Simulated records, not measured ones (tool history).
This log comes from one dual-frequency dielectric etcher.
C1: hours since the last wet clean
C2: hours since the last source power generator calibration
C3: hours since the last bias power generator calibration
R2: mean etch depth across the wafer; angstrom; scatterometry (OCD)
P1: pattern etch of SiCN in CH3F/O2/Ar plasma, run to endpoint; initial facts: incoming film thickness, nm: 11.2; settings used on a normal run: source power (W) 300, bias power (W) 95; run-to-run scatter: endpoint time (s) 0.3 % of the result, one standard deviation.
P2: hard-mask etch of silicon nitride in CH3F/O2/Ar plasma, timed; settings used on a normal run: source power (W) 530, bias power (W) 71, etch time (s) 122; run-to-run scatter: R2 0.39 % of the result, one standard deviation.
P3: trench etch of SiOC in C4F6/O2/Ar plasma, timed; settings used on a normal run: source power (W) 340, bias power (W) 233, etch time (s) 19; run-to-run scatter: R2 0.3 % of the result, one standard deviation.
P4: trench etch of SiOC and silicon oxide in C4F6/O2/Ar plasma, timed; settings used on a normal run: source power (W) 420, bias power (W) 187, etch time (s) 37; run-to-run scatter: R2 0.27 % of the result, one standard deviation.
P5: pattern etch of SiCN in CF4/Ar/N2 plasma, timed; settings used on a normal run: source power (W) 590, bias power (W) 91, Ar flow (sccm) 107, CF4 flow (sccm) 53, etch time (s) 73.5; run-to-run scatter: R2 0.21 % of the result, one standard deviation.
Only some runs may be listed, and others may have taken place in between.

{"run": 1, "hour": 2.7, "process that ran": "P1", "source power (W)": 300, "bias power (W)": 95, "C1": 259.7, "C2": 1408.3, "C3": 1710.9, "endpoint time (s)": 29.307}
{"run": 2, "hour": 7.0, "process that ran": "P1", "source power (W)": 300, "bias power (W)": 57, "C1": 264, "C2": 1412.6, "C3": 1715.2, "endpoint time (s)": 35.388}
{"run": 3, "hour": 12.3, "process that ran": "P1", "source power (W)": 240, "bias power (W)": 95, "C1": 269.3, "C2": 1417.9, "C3": 1720.5, "endpoint time (s)": 31.848}
{"run": 4, "hour": 15.8, "process that ran": "P1", "source power (W)": 300, "bias power (W)": 95, "C1": 272.8, "C2": 1421.4, "C3": 1724, "endpoint time (s)": 29.451}
{"run": 5, "hour": 19.2, "process that ran": "P1", "source power (W)": 300, "bias power (W)": 135, "C1": 276.2, "C2": 1424.8, "C3": 1727.4, "endpoint time (s)": 25.576}
{"run": 6, "hour": 21.9, "process that ran": "P4", "source power (W)": 420, "bias power (W)": 187, "etch time (s)": 37, "C1": 278.9, "C2": 1427.5, "C3": 1730.1, "R2": 758.32}
{"run": 7, "hour": 27.8, "process that ran": "P1", "source power (W)": 300, "bias power (W)": 95, "C1": 284.8, "C2": 1433.4, "C3": 1736, "endpoint time (s)": 29.387}
{"run": 8, "hour": 31.2, "process that ran": "P3", "source power (W)": 340, "bias power (W)": 233, "etch time (s)": 23.5, "C1": 288.2, "C2": 1436.8, "C3": 1739.4, "R2": 497.03}
{"run": 9, "hour": 35.5, "process that ran": "P5", "source power (W)": 590, "bias power (W)": 124, "etch time (s)": 73.5, "Ar flow (sccm)": 107, "CF4 flow (sccm)": 53, "C1": 292.5, "C2": 1441.1, "C3": 1743.7, "R2": 915.95}
{"run": 10, "hour": 39.0, "process that ran": "P5", "source power (W)": 590, "bias power (W)": 91, "etch time (s)": 73.5, "Ar flow (sccm)": 107, "CF4 flow (sccm)": 42, "C1": 296, "C2": 1444.6, "C3": 1747.2, "R2": 782.76}
{"run": 11, "hour": 42.5, "process that ran": "P5", "source power (W)": 590, "bias power (W)": 91, "etch time (s)": 73.5, "Ar flow (sccm)": 107, "CF4 flow (sccm)": 53, "C1": 299.5, "C2": 1448.1, "C3": 1750.7, "R2": 809.46}
{"run": 12, "hour": 48.3, "process that ran": "P1", "source power (W)": 300, "bias power (W)": 95, "C1": 305.3, "C2": 1453.9, "C3": 1756.5, "endpoint time (s)": 29.347}
{"run": 13, "hour": 51.0, "process that ran": "P5", "source power (W)": 390, "bias power (W)": 91, "etch time (s)": 73.5, "Ar flow (sccm)": 107, "CF4 flow (sccm)": 53, "C1": 308, "C2": 1456.6, "C3": 1759.2, "R2": 568.33}
{"run": 14, "hour": 54.6, "process that ran": "P2", "source power (W)": 530, "bias power (W)": 71, "etch time (s)": 158.5, "C1": 311.6, "C2": 1460.2, "C3": 1762.8, "R2": 1220.9}
{"run": 15, "hour": 59.7, "process that ran": "P1", "source power (W)": 380, "bias power (W)": 95, "C1": 316.7, "C2": 1465.3, "C3": 1767.9, "endpoint time (s)": 26.918}
{"run": 16, "hour": 65.2, "process that ran": "P2", "source power (W)": 530, "bias power (W)": 71, "etch time (s)": 122, "C1": 322.2, "C2": 1470.8, "C3": 1773.4, "R2": 940.5}
{"run": 17, "hour": 70.9, "process that ran": "P3", "source power (W)": 210, "bias power (W)": 233, "etch time (s)": 19, "C1": 327.9, "C2": 1476.5, "C3": 1779.1, "R2": 336.4}
{"run": 18, "hour": 76.7, "process that ran": "P1", "source power (W)": 240, "bias power (W)": 119, "C1": 333.7, "C2": 1482.3, "C3": 1784.9, "endpoint time (s)": 29.018}
{"run": 19, "hour": 81.1, "process that ran": "P1", "source power (W)": 200, "bias power (W)": 124, "C1": 338.1, "C2": 1486.7, "C3": 1789.3, "endpoint time (s)": 30.691}
{"run": 20, "hour": 85.7, "process that ran": "P1", "source power (W)": 200, "bias power (W)": 75, "C1": 342.7, "C2": 1491.3, "C3": 1793.9, "endpoint time (s)": 37.053}
{"run": 21, "hour": 89.4, "process that ran": "P5", "source power (W)": 590, "bias power (W)": 91, "etch time (s)": 73.5, "Ar flow (sccm)": 63, "CF4 flow (sccm)": 53, "C1": 346.4, "C2": 1495, "C3": 1797.6, "R2": 876.67}
{"run": 22, "hour": 94.1, "process that ran": "P4", "source power (W)": 590, "bias power (W)": 187, "etch time (s)": 37, "C1": 351.1, "C2": 1499.7, "C3": 1802.3, "R2": 869.35}
{"run": 23, "hour": 97.3, "process that ran": "P5", "source power (W)": 590, "bias power (W)": 91, "etch time (s)": 41, "Ar flow (sccm)": 107, "CF4 flow (sccm)": 53, "C1": 354.3, "C2": 1502.9, "C3": 1805.5, "R2": 454.5}
{"run": 24, "hour": 102.5, "process that ran": "P4", "source power (W)": 420, "bias power (W)": 130, "etch time (s)": 37, "C1": 359.5, "C2": 1508.1, "C3": 1810.7, "R2": 680.04}
{"run": 25, "hour": 107.4, "process that ran": "P2", "source power (W)": 670, "bias power (W)": 71, "etch time (s)": 122, "C1": 364.4, "C2": 1513, "C3": 1815.6, "R2": 1030}
{"run": 26, "hour": 111.3, "process that ran": "P4", "source power (W)": 420, "bias power (W)": 187, "etch time (s)": 52.5, "C1": 368.3, "C2": 1516.9, "C3": 1819.5, "R2": 1075.8}
{"run": 27, "hour": 115.6, "process that ran": "P1", "source power (W)": 300, "bias power (W)": 95, "C1": 372.6, "C2": 1521.2, "C3": 1823.8, "endpoint time (s)": 29.495}
{"run": 28, "hour": 121.3, "process that ran": "P1", "source power (W)": 300, "bias power (W)": 95, "C1": 378.3, "C2": 1526.9, "C3": 1829.5, "endpoint time (s)": 29.312}
{"hour": 124.2, "done": "wet clean of the chamber"}
{"run": 29, "hour": 124.3, "process that ran": "P1", "source power (W)": 300, "bias power (W)": 95, "C1": 0.2, "C2": 1529.9, "C3": 1832.5, "endpoint time (s)": 29.356}
{"run": 30, "hour": 127.6, "process that ran": "P2", "source power (W)": 530, "bias power (W)": 43, "etch time (s)": 122, "C1": 3.5, "C2": 1533.2, "C3": 1835.8, "R2": 804.82}
{"run": 31, "hour": 132.6, "process that ran": "P3", "source power (W)": 340, "bias power (W)": 320, "etch time (s)": 19, "C1": 8.5, "C2": 1538.2, "C3": 1840.8, "R2": 450.75}
{"run": 32, "hour": 136.2, "process that ran": "P3", "source power (W)": 340, "bias power (W)": 233, "etch time (s)": 19, "C1": 12.1, "C2": 1541.8, "C3": 1844.4, "R2": 402.36}
{"run": 33, "hour": 138.8, "process that ran": "P4", "source power (W)": 420, "bias power (W)": 187, "etch time (s)": 37, "C1": 14.7, "C2": 1544.4, "C3": 1847, "R2": 764.35}
{"run": 34, "hour": 143.6, "process that ran": "P1", "source power (W)": 300, "bias power (W)": 95, "C1": 19.5, "C2": 1549.2, "C3": 1851.8, "endpoint time (s)": 29.564}
{"run": 35, "hour": 147.5, "process that ran": "P1", "source power (W)": 300, "bias power (W)": 95, "C1": 23.4, "C2": 1553.1, "C3": 1855.7, "endpoint time (s)": 29.089}
{"run": 36, "hour": 152.8, "process that ran": "P1", "source power (W)": 300, "bias power (W)": 95, "C1": 28.7, "C2": 1558.4, "C3": 1861, "endpoint time (s)": 29.113}
{"run": 37, "hour": 157.9, "process that ran": "P1", "source power (W)": 300, "bias power (W)": 95, "C1": 33.8, "C2": 1563.5, "C3": 1866.1, "endpoint time (s)": 29.248}
{"run": 38, "hour": 161.1, "process that ran": "P1", "source power (W)": 300, "bias power (W)": 95, "C1": 37, "C2": 1566.7, "C3": 1869.3, "endpoint time (s)": 28.889}

What will run 39 give?
{"run": 39, "hour": 164.0, "process that ran": "P1", "source power (W)": 300, "bias power (W)": 95, "C1": 39.9, "C2": 1569.6, "C3": 1872.2, "endpoint time (s)": "?"}

endpoint time (s): 28.915
